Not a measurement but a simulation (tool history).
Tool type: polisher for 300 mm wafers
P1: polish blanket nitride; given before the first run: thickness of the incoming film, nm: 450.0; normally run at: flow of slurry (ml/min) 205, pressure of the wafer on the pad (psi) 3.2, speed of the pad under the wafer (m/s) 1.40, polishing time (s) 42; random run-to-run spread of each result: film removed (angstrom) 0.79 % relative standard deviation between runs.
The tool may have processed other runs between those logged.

run  hour  flow of slurry (ml/min)  pressure of the wafer on the pad (psi)  speed of the pad under the wafer (m/s)  polishing time (s)  film removed (angstrom)
  1   2.3                      205                                     3.2                                    1.40                  42                   736.34
  2   5.3                      285                                     3.2                                    1.40                  42                   758.06
  3   9.1                      205                                     2.4                                    1.40                  42                   556.77
  4  13.1                      205                                     3.2                                    1.40                  42                   722.50
  5  16.2                      205                                     3.2                                    1.40                  27                   475.50
  6  19.3                      205                                     3.2                                    1.04                  42                   577.30
  7  21.8                      205                                     3.2                                    1.90                  42                   935.74
  8  24.9                      125                                     3.2                                    1.40                  42                   678.81
  9  27.4                      205                                     3.2                                    1.40                  42                   736.12
 10  30.7                      205                                     3.2                                    1.40                  42                   737.89
 11  34.1                      205                                     2.3                                    1.40                  31                   392.53
 12  36.5                      205                                     3.2                                    1.40                  42                   735.65
 13  39.9                      125                                     3.2                                    1.40                  19                   306.07
 14  42.2                      205                                     5.0                                    1.40                  42                  1131.70
 15  44.8                      205                                     3.2                                    1.40                  42                   733.53
 16  47.7                      125                                     4.1                                    1.40                  42                   868.10
 17  50.4                      205                                     3.2                                    1.40                  59                  1022.00
 18  54.1                      205                                     3.2                                    1.40                  42                   721.97
 19  57.3                      205                                     3.2                                    1.40                  42                   740.42
 20  60.6                      205                                     3.2                                    1.40                  42                   700.79
 21  63.3                      205                                     3.2                                    1.40                  42                   693.25
 22  66.2                      205                                     3.2                                    1.40                  42                   690.82
 23  69.7                      205                                     3.2                                    1.40                  42                   691.89
     70.8  -- head pressure recalibrated
 24  72.2                      205                                     3.2                                    1.40                  42                   681.75
 25  74.4                      205                                     3.2                                    1.40                  42                   680.85
 26  77.2                      205                                     3.2                                    1.40                  42                   679.50

Something has made what P1 gives creep away from where it was; the 2 causes below, each at its own stated size, fit the log equally well:
A: slurry flow missing at the pad, % = 36.2
B: removal rate lost through wear of the pad, % = 6.89
At approximately hour 57.3, the process output began to creep.
Each remaining cause and why it is not a fit:
head's pressure below its setpoint, %: serviced at hour 70.8, after the change had begun; the process did not return to its earlier output

Consider the 4 check runs below, whose results appear as question marks and each of which averages 2 wafers. Which one distinguishes the causes, in that each cause would give it a clearly different result?
check 1  80.0                      205                                     3.2                                    1.74                  42                        ?
check 2  80.0                      205                                     3.2                                    1.10                  28                        ?
check 3  80.0                      205                                     4.5                                    1.40                  32                        ?
check 4  80.0                      125                                     4.6                                    1.40                  42                        ?

Outcome of each check run for each possible cause:
  check                   result    if A    if B
check 1  film removed (angstrom)  813.54  813.68
check 2  film removed (angstrom)  375.80  375.87
check 3  film removed (angstrom)  732.49  732.62
check 4  film removed (angstrom)  870.80  906.86
Minimum pairwise separation of causes per check, each pair taken at its best-separating result: check 1 0.02 %; check 2 0.02 %; check 3 0.02 %; check 4 4.06 %
Only in check 4 would the causes give clearly different results; in the remaining checks their results would be nearly the same.

With check 4 done, the readings were: film removed (angstrom) 912.42. Identify which of the listed causes applies.

The correct cause is B, namely: removal rate lost through wear of the pad, %.

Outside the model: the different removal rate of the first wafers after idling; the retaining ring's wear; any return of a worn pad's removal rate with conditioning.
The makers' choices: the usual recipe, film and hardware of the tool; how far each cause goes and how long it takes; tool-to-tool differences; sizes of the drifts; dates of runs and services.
